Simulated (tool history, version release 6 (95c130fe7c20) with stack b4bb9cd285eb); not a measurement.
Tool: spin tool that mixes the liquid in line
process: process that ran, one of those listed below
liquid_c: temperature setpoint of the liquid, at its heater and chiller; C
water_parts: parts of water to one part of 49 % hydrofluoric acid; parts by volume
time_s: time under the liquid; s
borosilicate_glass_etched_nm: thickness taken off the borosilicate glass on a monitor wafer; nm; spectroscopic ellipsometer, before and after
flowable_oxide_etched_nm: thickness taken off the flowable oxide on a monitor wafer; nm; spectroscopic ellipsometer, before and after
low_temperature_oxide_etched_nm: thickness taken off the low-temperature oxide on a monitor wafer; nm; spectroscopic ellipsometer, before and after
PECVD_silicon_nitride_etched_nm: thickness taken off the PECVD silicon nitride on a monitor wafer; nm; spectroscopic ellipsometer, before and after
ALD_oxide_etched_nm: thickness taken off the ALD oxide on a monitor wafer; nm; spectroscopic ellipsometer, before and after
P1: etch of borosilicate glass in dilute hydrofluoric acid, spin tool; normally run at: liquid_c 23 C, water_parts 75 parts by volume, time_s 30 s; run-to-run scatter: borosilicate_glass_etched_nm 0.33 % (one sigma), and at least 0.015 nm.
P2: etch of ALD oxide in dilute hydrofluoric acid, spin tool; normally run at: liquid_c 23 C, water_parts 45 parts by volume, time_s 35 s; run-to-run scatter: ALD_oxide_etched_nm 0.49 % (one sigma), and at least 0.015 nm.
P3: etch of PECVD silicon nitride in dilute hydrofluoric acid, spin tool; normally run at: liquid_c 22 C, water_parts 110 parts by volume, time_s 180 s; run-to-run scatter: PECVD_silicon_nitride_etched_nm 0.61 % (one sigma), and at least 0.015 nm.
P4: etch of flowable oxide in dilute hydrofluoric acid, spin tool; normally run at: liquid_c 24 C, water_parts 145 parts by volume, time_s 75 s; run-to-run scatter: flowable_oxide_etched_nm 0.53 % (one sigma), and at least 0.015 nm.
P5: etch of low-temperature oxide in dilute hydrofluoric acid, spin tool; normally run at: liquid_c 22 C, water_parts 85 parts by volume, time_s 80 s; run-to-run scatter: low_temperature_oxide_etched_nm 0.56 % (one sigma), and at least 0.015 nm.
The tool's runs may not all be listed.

run	hour	process	liquid_c	water_parts	time_s	hours since the thermometer was replaced	hours since the hydrofluoric acid flow meter was replaced	borosilicate_glass_etched_nm	flowable_oxide_etched_nm	low_temperature_oxide_etched_nm	PECVD_silicon_nitride_etched_nm	ALD_oxide_etched_nm
1	5.2	P1	23	75	30	1480.6	431.5	8.8036				
2	10.2	P4	24	145	75	1485.6	436.5		34.022			
3	13.1	P1	23	105	30	1488.5	439.4	6.0393				
4	16.5	P4	24	210	75	1491.9	442.8		21.991			
5	20.9	P5	22	85	25	1496.3	447.2			3.4726		
6	24.9	P3	22	110	260	1500.3	451.2				5.2733	
7	27.8	P1	18.5	20	30	1503.2	454.1	29.102				
8	32.7	P3	22	110	180	1508.1	459				3.5965	
9	36.3	P3	17	110	180	1511.7	462.6				2.5856	
10	41.9	P1	23	75	60	1517.3	468.2	17.594				
11	45.4	P2	23	45	35	1520.8	471.7					25.875
12	48.6	P1	23	75	30	1524	474.9	8.7693				
13	54.3	P1	23	75	30	1529.7	480.6	8.7923				
14	57.2	P4	24	145	135	1532.6	483.5		61.296			
15	60.3	P2	23	45	20	1535.7	486.6					14.858
16	64.9	P1	30.5	75	30	1540.3	491.2	11.865				
17	70.7	P1	23	75	15	1546.1	497	4.4226				
18	74.1	P1	23	20	30	1549.5	500.4	35.591				
19	79.7	P5	22	85	80	1555.1	506			11.091		
20	82.6	P2	23	45	35	1558	508.9					25.967
21	87.9	P1	23	75	30	1563.3	514.2	8.7905				
22	92.1	P5	22	40	80	1567.5	518.4			24.731		
23	95.9	P4	17	145	75	1571.3	522.2		25.836			
24	99.7	P1	17	75	15	1575.1	526	3.4648				
25	103.5	P2	17	45	35	1578.9	529.8					20.184
26	108.5	P3	22	160	180	1583.9	534.8				2.5498	
27	111.8	P1	23	75	30	1587.2	538.1	8.8689				
28	114.7	P2	23	20	35	1590.1	541					60.298
29	119.1	P1	17.5	75	30	1594.5	545.4	6.9869				
30	123.3	P5	17	85	80	1598.7	549.6			9.0235		
31	127.5	P1	23	75	30	1602.9	553.8	8.7742				
32	132.6	P1	23	75	30	1608	558.9	9.2063				
33	136.1	P1	23	75	30	1611.5	562.4	9.3842				
34	142	P1	23	75	30	1617.4	568.3	9.505				
35	147.9	P1	23	75	30	1623.3	574.2	9.521				
36	152.8	P1	23	75	30	1628.2	579.1	9.5733				
37	156.7	P1	23	75	30	1632.1	583	9.6272				
38	159.6	P1	23	75	30	1635	585.9	9.6684				
39	164.6	P1	23	75	30	1640	590.9	9.7027				

What P1 gives has crept away from where it was. These 2 causes fit the log equally well, each at the size given:
A: liquid hotter than its thermometer reads (K) = 2.31
B: hydrofluoric acid flow above the setpoint (%) = 8.91
The creep began at about hour 127.5.

4 check runs are offered, one wafer each, their results left as question marks. Which one tells the causes apart?
check 1	169.6	P5	22	85	80					?		
check 2	169.6	P3	22	110	180						?	
check 3	169.6	P2	23	45	35							?
check 4	169.6	P4	24	145	75				?			

What each check would give under each cause:
check	result	if A	if B
check 1	low_temperature_oxide_etched_nm	12.188	12.193
check 2	PECVD_silicon_nitride_etched_nm	4.2097	3.9296
check 3	ALD_oxide_etched_nm	28.517	28.368
check 4	flowable_oxide_etched_nm	37.131	37.56
How far apart the two closest causes lie, in the result that separates them most: check 1 0.05 %; check 2 6.88 %; check 3 0.52 %; check 4 1.15 %
Check 2 tells the causes apart: in the others they would give nearly the same result.

Check 2 was then run and gave: PECVD_silicon_nitride_etched_nm 3.8827 nm. Which cause is it?

It is B: hydrofluoric acid flow above the setpoint (%).

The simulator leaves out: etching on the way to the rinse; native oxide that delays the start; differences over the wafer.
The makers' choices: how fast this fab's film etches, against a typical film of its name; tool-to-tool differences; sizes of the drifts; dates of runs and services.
